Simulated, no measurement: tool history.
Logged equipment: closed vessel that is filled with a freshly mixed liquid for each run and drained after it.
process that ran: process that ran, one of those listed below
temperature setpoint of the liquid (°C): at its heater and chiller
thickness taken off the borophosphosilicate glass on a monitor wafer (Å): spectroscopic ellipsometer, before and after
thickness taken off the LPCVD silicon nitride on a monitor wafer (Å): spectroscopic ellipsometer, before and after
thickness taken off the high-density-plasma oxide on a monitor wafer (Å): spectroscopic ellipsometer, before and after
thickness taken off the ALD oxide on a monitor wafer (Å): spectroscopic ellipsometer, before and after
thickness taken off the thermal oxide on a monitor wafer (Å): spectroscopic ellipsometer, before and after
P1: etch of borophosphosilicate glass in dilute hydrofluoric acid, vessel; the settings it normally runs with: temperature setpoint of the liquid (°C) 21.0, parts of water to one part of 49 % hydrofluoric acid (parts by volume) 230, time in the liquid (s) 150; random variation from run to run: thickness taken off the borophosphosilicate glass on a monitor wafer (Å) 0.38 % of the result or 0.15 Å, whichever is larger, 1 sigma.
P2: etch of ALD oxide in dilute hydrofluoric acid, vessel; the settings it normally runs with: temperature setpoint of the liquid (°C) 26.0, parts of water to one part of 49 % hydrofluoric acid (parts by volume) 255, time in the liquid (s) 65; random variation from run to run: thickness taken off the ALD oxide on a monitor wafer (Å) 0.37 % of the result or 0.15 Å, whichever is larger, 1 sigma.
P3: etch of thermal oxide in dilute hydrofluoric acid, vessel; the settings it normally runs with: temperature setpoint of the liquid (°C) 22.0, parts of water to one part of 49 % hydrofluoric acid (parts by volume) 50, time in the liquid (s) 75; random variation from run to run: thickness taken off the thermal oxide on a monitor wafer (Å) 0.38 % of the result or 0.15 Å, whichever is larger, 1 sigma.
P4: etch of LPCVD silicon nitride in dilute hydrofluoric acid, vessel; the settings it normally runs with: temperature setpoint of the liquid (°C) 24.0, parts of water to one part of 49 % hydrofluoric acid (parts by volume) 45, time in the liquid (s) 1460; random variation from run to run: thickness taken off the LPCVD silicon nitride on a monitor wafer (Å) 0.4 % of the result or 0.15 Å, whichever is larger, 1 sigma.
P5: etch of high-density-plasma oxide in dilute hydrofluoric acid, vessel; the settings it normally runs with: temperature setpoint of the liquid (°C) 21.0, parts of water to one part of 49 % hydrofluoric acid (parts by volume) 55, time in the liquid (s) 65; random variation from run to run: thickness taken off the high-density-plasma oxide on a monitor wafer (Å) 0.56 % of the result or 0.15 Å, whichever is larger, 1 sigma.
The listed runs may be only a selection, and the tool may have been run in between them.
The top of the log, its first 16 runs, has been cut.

run,hour,process that ran,temperature setpoint of the liquid (°C),parts of water to one part of 49 % hydrofluoric acid (parts by volume),time in the liquid (s),thickness taken off the borophosphosilicate glass on a monitor wafer (Å),thickness taken off the LPCVD silicon nitride on a monitor wafer (Å),thickness taken off the high-density-plasma oxide on a monitor wafer (Å),thickness taken off the ALD oxide on a monitor wafer (Å),thickness taken off the thermal oxide on a monitor wafer (Å)
17,211.5,P4,24.0,45,2585,,303.64,,,
18,220.8,P1,21.0,230,150,216.530,,,,
19,235.1,P3,22.0,50,75,,,,,70.811
20,250.3,P2,26.0,255,65,,,,75.024,
21,258.1,P1,21.0,230,150,215.250,,,,
22,274.2,P3,22.0,90,75,,,,,37.563
23,289.7,P3,22.0,50,75,,,,,70.525
24,306.1,P5,21.0,55,65,,,56.004,,
25,313.9,P1,21.0,230,40,57.405,,,,
26,324.3,P2,26.0,365,65,,,,46.987,
27,335.1,P5,21.0,95,65,,,31.025,,
28,343.2,P1,21.0,230,150,216.200,,,,
29,357.0,P5,27.5,55,65,,,72.953,,
30,367.7,P3,22.0,50,30,,,,,28.358
31,385.0,P4,24.0,45,1460,,172.55,,,
32,394.4,P1,21.0,320,150,142.330,,,,
33,409.0,P1,21.0,230,150,215.190,,,,
34,419.8,P1,21.0,230,150,207.390,,,,

Forecast run 35:
35,434.0,P1,21.0,230,150,?,,,,

Run 35 produced thickness taken off the borophosphosilicate glass on a monitor wafer (Å) 204.000.

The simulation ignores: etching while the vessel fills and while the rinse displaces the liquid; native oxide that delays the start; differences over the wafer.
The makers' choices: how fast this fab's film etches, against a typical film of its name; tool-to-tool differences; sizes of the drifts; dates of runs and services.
